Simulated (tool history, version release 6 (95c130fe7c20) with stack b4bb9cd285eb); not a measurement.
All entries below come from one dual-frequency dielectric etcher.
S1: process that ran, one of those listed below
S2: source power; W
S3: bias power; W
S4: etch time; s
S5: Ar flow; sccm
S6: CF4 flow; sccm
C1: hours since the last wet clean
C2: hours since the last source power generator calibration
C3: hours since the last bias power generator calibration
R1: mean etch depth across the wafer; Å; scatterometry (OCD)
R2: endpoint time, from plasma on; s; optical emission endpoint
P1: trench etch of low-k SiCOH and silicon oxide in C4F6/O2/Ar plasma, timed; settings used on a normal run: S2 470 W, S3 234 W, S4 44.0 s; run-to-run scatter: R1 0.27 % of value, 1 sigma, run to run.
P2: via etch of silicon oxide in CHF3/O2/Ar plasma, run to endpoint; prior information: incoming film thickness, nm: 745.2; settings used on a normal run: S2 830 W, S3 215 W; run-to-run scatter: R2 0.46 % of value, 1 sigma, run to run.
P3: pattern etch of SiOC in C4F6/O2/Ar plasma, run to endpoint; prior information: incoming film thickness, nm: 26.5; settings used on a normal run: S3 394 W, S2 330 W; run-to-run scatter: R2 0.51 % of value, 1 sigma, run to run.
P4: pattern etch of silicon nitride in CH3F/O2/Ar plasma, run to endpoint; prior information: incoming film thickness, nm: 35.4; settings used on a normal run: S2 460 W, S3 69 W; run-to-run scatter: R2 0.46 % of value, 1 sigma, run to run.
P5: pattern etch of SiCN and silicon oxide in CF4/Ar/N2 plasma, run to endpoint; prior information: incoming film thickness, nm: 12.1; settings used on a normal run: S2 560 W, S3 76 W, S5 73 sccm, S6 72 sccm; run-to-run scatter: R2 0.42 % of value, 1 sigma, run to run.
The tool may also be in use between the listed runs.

{"run": 1, "hour": 9.1, "S1": "P1", "S2": 470, "S3": 234, "S4": 44.0, "C1": 348.6, "C2": 1888.3, "C3": 3442.8, "R1": 1712.9}
{"run": 2, "hour": 20.0, "S1": "P2", "S2": 830, "S3": 215, "C1": 359.5, "C2": 1899.2, "C3": 3453.7, "R2": 315.87}
{"run": 3, "hour": 31.5, "S1": "P1", "S2": 470, "S3": 234, "S4": 44.0, "C1": 371.0, "C2": 1910.7, "C3": 3465.2, "R1": 1705.8}
{"run": 4, "hour": 41.6, "S1": "P3", "S2": 330, "S3": 234, "C1": 381.1, "C2": 1920.8, "C3": 3475.3, "R2": 12.483}
{"hour": 43.6, "done": "wet clean of the chamber"}
{"run": 5, "hour": 52.8, "S1": "P1", "S2": 310, "S3": 162, "S4": 44.0, "C1": 9.3, "C2": 1932.0, "C3": 3486.5, "R1": 1303.2}
{"run": 6, "hour": 65.3, "S1": "P1", "S2": 560, "S3": 189, "S4": 44.0, "C1": 21.8, "C2": 1944.5, "C3": 3499.0, "R1": 1715.1}
{"run": 7, "hour": 74.6, "S1": "P4", "S2": 460, "S3": 97, "C1": 31.1, "C2": 1953.8, "C3": 3508.3, "R2": 45.427}
{"run": 8, "hour": 86.5, "S1": "P5", "S2": 560, "S3": 76, "S5": 45, "S6": 72, "C1": 43.0, "C2": 1965.7, "C3": 3520.2, "R2": 10.316}
{"run": 9, "hour": 94.4, "S1": "P5", "S2": 560, "S3": 58, "S5": 73, "S6": 72, "C1": 50.9, "C2": 1973.6, "C3": 3528.1, "R2": 11.915}
{"run": 10, "hour": 106.9, "S1": "P1", "S2": 470, "S3": 234, "S4": 44.0, "C1": 63.4, "C2": 1986.1, "C3": 3540.6, "R1": 1708.0}
{"run": 11, "hour": 116.0, "S1": "P1", "S2": 470, "S3": 305, "S4": 44.0, "C1": 72.5, "C2": 1995.2, "C3": 3549.7, "R1": 1878.9}
{"run": 12, "hour": 127.9, "S1": "P1", "S2": 470, "S3": 234, "S4": 25.0, "C1": 84.4, "C2": 2007.1, "C3": 3561.6, "R1": 977.89}
{"run": 13, "hour": 134.8, "S1": "P5", "S2": 750, "S3": 76, "S5": 73, "S6": 72, "C1": 91.3, "C2": 2014.0, "C3": 3568.5, "R2": 8.4527}
{"run": 14, "hour": 146.1, "S1": "P1", "S2": 470, "S3": 194, "S4": 34.5, "C1": 102.6, "C2": 2025.3, "C3": 3579.8, "R1": 1273.0}
{"run": 15, "hour": 159.5, "S1": "P1", "S2": 470, "S3": 234, "S4": 44.0, "C1": 116.0, "C2": 2038.7, "C3": 3593.2, "R1": 1722.6}
{"run": 16, "hour": 167.2, "S1": "P4", "S2": 350, "S3": 69, "C1": 123.7, "C2": 2046.4, "C3": 3600.9, "R2": 56.482}
{"run": 17, "hour": 176.8, "S1": "P3", "S2": 330, "S3": 394, "C1": 133.3, "C2": 2056.0, "C3": 3610.5, "R2": 10.371}
{"run": 18, "hour": 185.1, "S1": "P1", "S2": 370, "S3": 234, "S4": 44.0, "C1": 141.6, "C2": 2064.3, "C3": 3618.8, "R1": 1569.9}
{"run": 19, "hour": 193.9, "S1": "P3", "S2": 250, "S3": 394, "C1": 150.4, "C2": 2073.1, "C3": 3627.6, "R2": 11.448}
{"run": 20, "hour": 204.9, "S1": "P4", "S2": 460, "S3": 69, "C1": 161.4, "C2": 2084.1, "C3": 3638.6, "R2": 51.152}
{"run": 21, "hour": 212.1, "S1": "P5", "S2": 560, "S3": 76, "S5": 73, "S6": 72, "C1": 168.6, "C2": 2091.3, "C3": 3645.8, "R2": 11.062}
{"run": 22, "hour": 225.1, "S1": "P5", "S2": 560, "S3": 76, "S5": 73, "S6": 54, "C1": 181.6, "C2": 2104.3, "C3": 3658.8, "R2": 11.377}
{"run": 23, "hour": 233.6, "S1": "P1", "S2": 470, "S3": 234, "S4": 44.0, "C1": 190.1, "C2": 2112.8, "C3": 3667.3, "R1": 1713.3}
{"run": 24, "hour": 248.7, "S1": "P2", "S2": 630, "S3": 215, "C1": 205.2, "C2": 2127.9, "C3": 3682.4, "R2": 350.94}
{"hour": 253.2, "done": "source power generator calibrated"}
{"run": 25, "hour": 260.2, "S1": "P2", "S2": 830, "S3": 294, "C1": 216.7, "C2": 7.1, "C3": 3693.9, "R2": 282.35}
{"run": 26, "hour": 272.6, "S1": "P1", "S2": 470, "S3": 234, "S4": 64.0, "C1": 229.1, "C2": 19.5, "C3": 3706.3, "R1": 2491.2}
{"run": 27, "hour": 283.2, "S1": "P1", "S2": 630, "S3": 234, "S4": 44.0, "C1": 239.7, "C2": 30.1, "C3": 3716.9, "R1": 1918.9}
{"run": 28, "hour": 294.5, "S1": "P1", "S2": 470, "S3": 234, "S4": 44.0, "C1": 251.0, "C2": 41.4, "C3": 3728.2, "R1": 1713.1}
{"run": 29, "hour": 309.1, "S1": "P1", "S2": 470, "S3": 234, "S4": 44.0, "C1": 265.6, "C2": 56.0, "C3": 3742.8, "R1": 1717.4}
{"run": 30, "hour": 319.5, "S1": "P1", "S2": 470, "S3": 192, "S4": 44.0, "C1": 276.0, "C2": 66.4, "C3": 3753.2, "R1": 1604.1}
{"run": 31, "hour": 331.7, "S1": "P1", "S2": 470, "S3": 234, "S4": 44.0, "C1": 288.2, "C2": 78.6, "C3": 3765.4, "R1": 1717.2}
{"run": 32, "hour": 345.4, "S1": "P1", "S2": 470, "S3": 234, "S4": 44.0, "C1": 301.9, "C2": 92.3, "C3": 3779.1, "R1": 1713.1}
{"run": 33, "hour": 354.2, "S1": "P1", "S2": 470, "S3": 234, "S4": 44.0, "C1": 310.7, "C2": 101.1, "C3": 3787.9, "R1": 1701.3}
{"run": 34, "hour": 364.9, "S1": "P1", "S2": 470, "S3": 234, "S4": 44.0, "C1": 321.4, "C2": 111.8, "C3": 3798.6, "R1": 1698.2}
{"run": 35, "hour": 372.8, "S1": "P1", "S2": 470, "S3": 234, "S4": 44.0, "C1": 329.3, "C2": 119.7, "C3": 3806.5, "R1": 1698.8}
{"hour": 374.4, "done": "wet clean of the chamber"}
{"run": 36, "hour": 380.6, "S1": "P1", "S2": 470, "S3": 234, "S4": 44.0, "C1": 6.3, "C2": 127.5, "C3": 3814.3, "R1": 1691.1}
{"run": 37, "hour": 392.1, "S1": "P1", "S2": 470, "S3": 234, "S4": 44.0, "C1": 17.8, "C2": 139.0, "C3": 3825.8, "R1": 1692.9}
{"run": 38, "hour": 399.6, "S1": "P1", "S2": 470, "S3": 234, "S4": 44.0, "C1": 25.3, "C2": 146.5, "C3": 3833.3, "R1": 1697.1}
{"run": 39, "hour": 406.9, "S1": "P1", "S2": 470, "S3": 234, "S4": 44.0, "C1": 32.6, "C2": 153.8, "C3": 3840.6, "R1": 1706.2}
{"run": 40, "hour": 416.7, "S1": "P1", "S2": 470, "S3": 234, "S4": 44.0, "C1": 42.4, "C2": 163.6, "C3": 3850.4, "R1": 1691.5}
{"run": 41, "hour": 428.0, "S1": "P1", "S2": 470, "S3": 234, "S4": 44.0, "C1": 53.7, "C2": 174.9, "C3": 3861.7, "R1": 1693.0}
{"run": 42, "hour": 442.3, "S1": "P1", "S2": 470, "S3": 234, "S4": 44.0, "C1": 68.0, "C2": 189.2, "C3": 3876.0, "R1": 1685.6}

Something has made what P1 gives creep away from where it was; the 2 causes below, each at its own stated size, fit the log equally well:
A: source power that arrives under what is set, % = 3.81
B: bias power that arrives under what is set, % = 4.45
Creep in the process output first set in at about hour 331.7.
What rules out each remaining cause:
chamber walls in a state that lowers the etch rate, %: maintenance at hour 374.4, after the shift began, did not return the process to its former output

The list below offers 4 check runs, each averaging the results of 3 wafers, and shows each result as a question mark. For which of them would the listed causes give clearly different results?
{"run": "check 1", "hour": 456.6, "S1": "P2", "S2": 680, "S3": 215, "R2": "?"}
{"run": "check 2", "hour": 456.6, "S1": "P3", "S2": 260, "S3": 255, "R2": "?"}
{"run": "check 3", "hour": 456.6, "S1": "P4", "S2": 460, "S3": 95, "R2": "?"}
{"run": "check 4", "hour": 456.6, "S1": "P5", "S2": 560, "S3": 76, "S5": 47, "S6": 55, "R2": "?"}

Expected result of each check under each candidate cause:
check=check_1 result=R2 if_A=344.1300 if_B=344.4400
check=check_2 result=R2 if_A=13.4800 if_B=13.4920
check=check_3 result=R2 if_A=46.4100 if_B=46.4920
check=check_4 result=R2 if_A=11.0620 if_B=10.8380
Separation of the two closest causes in each check, using whichever result separates them best: check 1 0.09 %; check 2 0.09 %; check 3 0.18 %; check 4 2.05 %
The other checks would show nearly matching results whichever cause is true, so check 4 is the only one that separates the causes.

Here is what check 4 returned: R2 10.8450 s. Which cause is it?

It was cause B: bias power that arrives under what is set, %.

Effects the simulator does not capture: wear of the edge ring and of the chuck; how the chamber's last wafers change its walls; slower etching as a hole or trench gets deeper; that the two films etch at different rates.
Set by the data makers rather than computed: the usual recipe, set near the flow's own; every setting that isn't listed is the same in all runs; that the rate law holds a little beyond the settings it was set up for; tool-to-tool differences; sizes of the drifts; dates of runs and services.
